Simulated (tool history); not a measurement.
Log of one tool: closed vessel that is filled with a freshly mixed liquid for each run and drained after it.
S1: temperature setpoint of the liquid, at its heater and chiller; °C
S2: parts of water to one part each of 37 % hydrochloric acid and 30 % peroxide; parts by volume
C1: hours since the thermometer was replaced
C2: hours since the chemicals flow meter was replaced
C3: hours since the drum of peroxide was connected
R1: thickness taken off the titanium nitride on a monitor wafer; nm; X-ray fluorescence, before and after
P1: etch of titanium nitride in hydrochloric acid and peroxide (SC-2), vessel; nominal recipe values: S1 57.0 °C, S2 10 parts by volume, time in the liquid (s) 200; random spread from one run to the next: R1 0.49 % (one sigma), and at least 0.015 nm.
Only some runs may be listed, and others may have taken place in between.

run 1 hour=3.8 | S1=57.0 S2=10 time_in_the_liquid_(s)=200 | C1=453.3 C2=324.2 C3=132.4 | R1=6.08270
run 2 hour=8.8 | S1=72.0 S2=10 time_in_the_liquid_(s)=200 | C1=458.3 C2=329.2 C3=137.4 | R1=15.46900
run 3 hour=16.0 | S1=57.0 S2=10 time_in_the_liquid_(s)=320 | C1=465.5 C2=336.4 C3=144.6 | R1=9.82600
-- hour=16.8 chemicals flow meter replaced
run 4 hour=19.5 | S1=57.0 S2=4 time_in_the_liquid_(s)=200 | C1=469.0 C2=2.8 C3=148.1 | R1=12.26200
run 5 hour=25.9 | S1=57.0 S2=18 time_in_the_liquid_(s)=200 | C1=475.4 C2=9.2 C3=154.5 | R1=3.70310
run 6 hour=29.9 | S1=48.5 S2=16 time_in_the_liquid_(s)=200 | C1=479.4 C2=13.2 C3=158.5 | R1=2.33830
run 7 hour=34.8 | S1=57.0 S2=10 time_in_the_liquid_(s)=200 | C1=484.3 C2=18.1 C3=163.4 | R1=6.16940
run 8 hour=39.9 | S1=57.0 S2=10 time_in_the_liquid_(s)=200 | C1=489.4 C2=23.2 C3=168.5 | R1=6.12960
run 9 hour=43.9 | S1=57.0 S2=10 time_in_the_liquid_(s)=30 | C1=493.4 C2=27.2 C3=172.5 | R1=0.91633
run 10 hour=48.2 | S1=43.0 S2=10 time_in_the_liquid_(s)=200 | C1=497.7 C2=31.5 C3=176.8 | R1=2.41710
run 11 hour=53.4 | S1=57.0 S2=10 time_in_the_liquid_(s)=200 | C1=502.9 C2=36.7 C3=182.0 | R1=6.15750
run 12 hour=56.9 | S1=57.0 S2=10 time_in_the_liquid_(s)=200 | C1=506.4 C2=40.2 C3=185.5 | R1=6.08910
run 13 hour=61.6 | S1=57.0 S2=10 time_in_the_liquid_(s)=200 | C1=511.1 C2=44.9 C3=190.2 | R1=6.15970
run 14 hour=67.8 | S1=57.0 S2=10 time_in_the_liquid_(s)=200 | C1=517.3 C2=51.1 C3=196.4 | R1=6.16490
run 15 hour=72.2 | S1=57.0 S2=10 time_in_the_liquid_(s)=200 | C1=521.7 C2=55.5 C3=200.8 | R1=6.29920
run 16 hour=75.9 | S1=57.0 S2=10 time_in_the_liquid_(s)=200 | C1=525.4 C2=59.2 C3=204.5 | R1=6.36590
run 17 hour=82.0 | S1=57.0 S2=10 time_in_the_liquid_(s)=200 | C1=531.5 C2=65.3 C3=210.6 | R1=6.50520

Run 18 comes next. What will it give?
run 18 hour=86.0 | S1=57.0 S2=10 time_in_the_liquid_(s)=200 | C1=535.5 C2=69.3 C3=214.6 | R1=?

{"run 18": {"R1": 6.5112}}
